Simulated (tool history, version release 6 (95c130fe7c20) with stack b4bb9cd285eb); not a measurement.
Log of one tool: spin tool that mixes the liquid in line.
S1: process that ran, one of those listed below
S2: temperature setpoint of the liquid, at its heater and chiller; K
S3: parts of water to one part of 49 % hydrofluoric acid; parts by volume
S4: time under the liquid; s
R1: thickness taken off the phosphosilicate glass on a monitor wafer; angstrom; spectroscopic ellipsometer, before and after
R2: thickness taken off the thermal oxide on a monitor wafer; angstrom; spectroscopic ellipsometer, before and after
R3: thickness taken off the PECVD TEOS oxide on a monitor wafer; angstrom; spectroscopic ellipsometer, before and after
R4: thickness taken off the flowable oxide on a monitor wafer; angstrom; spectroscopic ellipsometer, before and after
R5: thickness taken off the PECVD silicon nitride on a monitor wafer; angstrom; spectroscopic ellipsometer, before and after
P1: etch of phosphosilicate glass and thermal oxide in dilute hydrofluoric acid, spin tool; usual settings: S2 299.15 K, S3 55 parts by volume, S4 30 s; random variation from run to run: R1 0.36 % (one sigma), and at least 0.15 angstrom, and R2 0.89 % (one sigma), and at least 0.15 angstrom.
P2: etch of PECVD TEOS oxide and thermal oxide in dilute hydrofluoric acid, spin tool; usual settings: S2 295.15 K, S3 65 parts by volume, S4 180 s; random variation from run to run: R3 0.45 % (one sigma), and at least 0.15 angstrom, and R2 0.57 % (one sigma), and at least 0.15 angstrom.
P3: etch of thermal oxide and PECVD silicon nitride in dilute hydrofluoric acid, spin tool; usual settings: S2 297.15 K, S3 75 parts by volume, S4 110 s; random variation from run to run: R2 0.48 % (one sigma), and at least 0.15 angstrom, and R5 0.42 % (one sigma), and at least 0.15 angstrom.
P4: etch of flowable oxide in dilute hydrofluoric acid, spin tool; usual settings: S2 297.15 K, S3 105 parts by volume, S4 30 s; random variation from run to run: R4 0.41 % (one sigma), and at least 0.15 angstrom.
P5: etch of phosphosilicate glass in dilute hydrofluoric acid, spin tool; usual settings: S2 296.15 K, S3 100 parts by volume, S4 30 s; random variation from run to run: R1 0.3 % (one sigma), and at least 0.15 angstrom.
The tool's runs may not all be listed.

run 1 hour=3.8 | S1=P1 S2=299.15 S3=55 S4=30 | R1=1247.90 R2=30.264
run 2 hour=10.1 | S1=P1 S2=299.15 S3=55 S4=15 | R1=623.00 R2=14.948
run 3 hour=16.0 | S1=P1 S2=299.15 S3=55 S4=30 | R1=1246.90 R2=30.706
run 4 hour=20.9 | S1=P5 S2=296.15 S3=100 S4=45 | R1=442.18
run 5 hour=26.5 | S1=P2 S2=295.15 S3=65 S4=180 | R2=117.440 R3=418.68
run 6 hour=30.9 | S1=P1 S2=299.15 S3=20 S4=30 | R1=3593.70 R2=87.206
run 7 hour=35.5 | S1=P5 S2=296.15 S3=100 S4=30 | R1=295.17
run 8 hour=43.2 | S1=P4 S2=301.65 S3=105 S4=30 | R4=194.900
run 9 hour=48.5 | S1=P2 S2=295.15 S3=110 S4=180 | R2=66.064 R3=235.61
run 10 hour=56.1 | S1=P3 S2=297.15 S3=75 S4=110 | R2=72.111 R5=81.199
run 11 hour=61.6 | S1=P4 S2=297.15 S3=50 S4=30 | R4=369.140
run 12 hour=66.3 | S1=P1 S2=299.15 S3=55 S4=30 | R1=1246.80 R2=30.075
run 13 hour=74.4 | S1=P3 S2=297.15 S3=75 S4=110 | R2=72.124 R5=80.999
run 14 hour=82.0 | S1=P3 S2=297.15 S3=20 S4=110 | R2=289.650 R5=293.990
run 15 hour=89.0 | S1=P1 S2=299.15 S3=55 S4=30 | R1=1236.70 R2=30.469
run 16 hour=96.1 | S1=P4 S2=297.15 S3=105 S4=15 | R4=82.609
run 17 hour=103.6 | S1=P2 S2=290.15 S3=65 S4=180 | R2=95.504 R3=342.17
run 18 hour=109.7 | S1=P3 S2=291.65 S3=75 S4=110 | R2=57.162 R5=56.001
run 19 hour=115.2 | S1=P1 S2=299.15 S3=55 S4=65 | R1=2685.90 R2=65.402
run 20 hour=120.0 | S1=P5 S2=290.65 S3=100 S4=30 | R1=236.69
run 21 hour=124.6 | S1=P1 S2=299.15 S3=55 S4=30 | R1=1241.80 R2=30.785
run 22 hour=129.9 | S1=P2 S2=295.15 S3=65 S4=65 | R2=43.195 R3=152.17
run 23 hour=135.1 | S1=P1 S2=299.15 S3=25 S4=15 | R1=1429.90 R2=35.572
run 24 hour=141.7 | S1=P1 S2=307.15 S3=55 S4=30 | R1=1703.50 R2=41.006
run 25 hour=146.5 | S1=P1 S2=292.65 S3=55 S4=30 | R1=951.08 R2=23.370
run 26 hour=153.3 | S1=P4 S2=297.15 S3=105 S4=30 | R4=164.720

The next listed run, before its measurement:
run 27 hour=157.0 | S1=P1 S2=299.15 S3=90 S4=30 | R1=? R2=?

{"run 27": {"R1": 724.22, "R2": 17.773}}
